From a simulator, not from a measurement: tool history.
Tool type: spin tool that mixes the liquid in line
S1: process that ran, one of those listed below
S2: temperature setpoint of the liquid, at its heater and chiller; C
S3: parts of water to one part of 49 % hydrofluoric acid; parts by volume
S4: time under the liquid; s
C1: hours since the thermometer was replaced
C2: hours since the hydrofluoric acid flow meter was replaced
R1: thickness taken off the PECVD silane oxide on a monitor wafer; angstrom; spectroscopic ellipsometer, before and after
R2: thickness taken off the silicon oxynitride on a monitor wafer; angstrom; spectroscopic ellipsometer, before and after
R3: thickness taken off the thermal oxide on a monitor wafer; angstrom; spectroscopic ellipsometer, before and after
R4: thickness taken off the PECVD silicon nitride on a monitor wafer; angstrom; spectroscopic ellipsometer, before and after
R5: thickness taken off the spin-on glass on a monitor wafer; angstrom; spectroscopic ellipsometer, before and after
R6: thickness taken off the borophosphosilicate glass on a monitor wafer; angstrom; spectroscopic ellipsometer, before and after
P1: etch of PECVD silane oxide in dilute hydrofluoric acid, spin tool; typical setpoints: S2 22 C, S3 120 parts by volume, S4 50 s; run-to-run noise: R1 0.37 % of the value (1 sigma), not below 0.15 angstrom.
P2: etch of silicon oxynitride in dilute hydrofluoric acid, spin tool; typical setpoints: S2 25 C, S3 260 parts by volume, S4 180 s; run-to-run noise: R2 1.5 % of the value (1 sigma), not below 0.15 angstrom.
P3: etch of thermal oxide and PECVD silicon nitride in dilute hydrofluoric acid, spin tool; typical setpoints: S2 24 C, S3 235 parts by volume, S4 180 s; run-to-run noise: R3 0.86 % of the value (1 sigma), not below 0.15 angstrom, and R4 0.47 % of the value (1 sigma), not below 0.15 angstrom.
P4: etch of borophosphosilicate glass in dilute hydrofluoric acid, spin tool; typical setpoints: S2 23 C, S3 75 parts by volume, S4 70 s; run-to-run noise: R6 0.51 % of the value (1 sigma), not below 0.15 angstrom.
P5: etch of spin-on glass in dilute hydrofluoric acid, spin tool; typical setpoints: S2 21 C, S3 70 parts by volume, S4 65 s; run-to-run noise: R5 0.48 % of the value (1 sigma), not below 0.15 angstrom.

| run | day | S1 | S2 | S3 | S4 | C1 | C2 | R1 | R2 | R3 | R4 | R5 | R6 |
|---|---|---|---|---|---|---|---|---|---|---|---|---|---|
| 1 | 0.712 | P1 | 22 | 120 | 50 | 242.8 | 489.9 | 139.83 |  |  |  |  |  |
| 2 | 1.217 | P2 | 25 | 260 | 180 | 254.9 | 502 |  | 14.245 |  |  |  |  |
| 3 | 1.588 | P3 | 24 | 235 | 310 | 263.8 | 510.9 |  |  | 53.602 | 77.35 |  |  |
| 4 | 2.062 | P1 | 22 | 30 | 50 | 275.2 | 522.3 | 624.05 |  |  |  |  |  |
| 5 | 2.471 | P5 | 21 | 70 | 65 | 285 | 532.1 |  |  |  |  | 372.3 |  |
| 6 | 2.808 | P5 | 21 | 70 | 15 | 293.1 | 540.2 |  |  |  |  | 85.404 |  |
| 7 | 3.454 | P4 | 23 | 40 | 70 | 308.6 | 555.7 |  |  |  |  |  | 670.05 |
| 8 | 4.088 | P4 | 23 | 75 | 15 | 323.8 | 570.9 |  |  |  |  |  | 72.809 |
| 9 | 4.417 | P2 | 25 | 70 | 180 | 331.7 | 578.8 |  | 60.878 |  |  |  |  |
| 10 | 5.062 | P5 | 21 | 95 | 65 | 347.2 | 594.3 |  |  |  |  | 264.93 |  |
| 11 | 5.608 | P1 | 22 | 120 | 50 | 360.3 | 607.4 | 140 |  |  |  |  |  |
| 12 | 6.146 | P3 | 20.5 | 235 | 180 | 373.2 | 620.3 |  |  | 28.15 | 35.714 |  |  |
| 13 | 6.608 | P2 | 25 | 260 | 180 | 384.3 | 631.4 |  | 14.049 |  |  |  |  |
| 14 | 7.179 | P1 | 17 | 120 | 15 | 398 | 645.1 | 34.402 |  |  |  |  |  |
| 15 | 7.746 | P1 | 22 | 70 | 15 | 411.6 | 658.7 | 76.617 |  |  |  |  |  |
| 16 | 8.45 | P3 | 24 | 235 | 180 | 428.5 | 675.6 |  |  | 31.444 | 44.801 |  |  |
| 17 | 9.108 | P3 | 24 | 235 | 180 | 444.3 | 691.4 |  |  | 32.069 | 44.612 |  |  |
| 18 | 9.8 | P1 | 22 | 120 | 50 | 460.9 | 708 | 140.27 |  |  |  |  |  |
| 19 | 10.179 | P1 | 22 | 120 | 50 | 470 | 717.1 | 140.24 |  |  |  |  |  |
| 20 | 10.642 | P4 | 18.5 | 75 | 70 | 481.1 | 728.2 |  |  |  |  |  | 281.8 |
| 21 | 11.158 | P1 | 29.5 | 120 | 50 | 493.5 | 740.6 | 187.44 |  |  |  |  |  |
| 22 | 11.604 | P1 | 22 | 175 | 50 | 504.2 | 751.3 | 90.704 |  |  |  |  |  |
| 23 | 11.996 | P1 | 22 | 195 | 15 | 513.6 | 760.7 | 23.503 |  |  |  |  |  |
| 24 | 12.571 | P5 | 17 | 70 | 65 | 527.4 | 774.5 |  |  |  |  | 309.59 |  |

Estimate the outcome of run 25 from the log above:
| 25 | 12.896 | P1 | 22 | 120 | 15 | 535.2 | 782.3 | ? |  |  |  |  |  |

Logged for run 25: R1 41.9 angstrom.
